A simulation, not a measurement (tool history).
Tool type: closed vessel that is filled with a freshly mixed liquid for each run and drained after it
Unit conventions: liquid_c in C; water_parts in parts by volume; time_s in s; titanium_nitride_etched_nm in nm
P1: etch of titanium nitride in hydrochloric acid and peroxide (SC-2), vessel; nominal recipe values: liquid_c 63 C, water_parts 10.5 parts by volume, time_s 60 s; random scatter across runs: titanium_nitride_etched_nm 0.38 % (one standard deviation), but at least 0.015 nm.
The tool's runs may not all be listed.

run,hour,liquid_c,water_parts,time_s,hours since the thermometer was replaced,hours since the chemicals flow meter was replaced,hours since the drum of peroxide was connected,titanium_nitride_etched_nm
1,8.2,63,10.5,60,625.5,457.6,305.4,6.0458
2,17.1,63,10.5,30,634.4,466.5,314.3,3.0255
3,28.9,47,10.5,60,646.2,478.3,326.1,2.1457
4,44.5,72,10.5,60,661.8,493.9,341.7,10.33
5,57.3,63,10.5,95,674.6,506.7,354.5,9.5506
6,72.6,63,10.5,60,689.9,522,369.8,6.0284
# hour 72.9: thermometer replaced
7,89.7,63,10.5,60,16.8,539.1,386.9,6.0087
8,103.7,63,10.5,60,30.8,553.1,400.9,6.0229
9,113.2,63,4,60,40.3,562.6,410.4,12.579
10,128.4,63,10.5,60,55.5,577.8,425.6,6.0196
11,143.5,63,10.5,60,70.6,592.9,440.7,6.0693
12,159.4,63,17.5,60,86.5,608.8,456.6,3.8766
13,167.3,51,4.5,60,94.4,616.7,464.5,5.4261

What does the tool deliver on the next run?
14,182.8,63,10.5,60,109.9,632.2,480,?

{"run 14": {"titanium_nitride_etched_nm": 6.0491}}
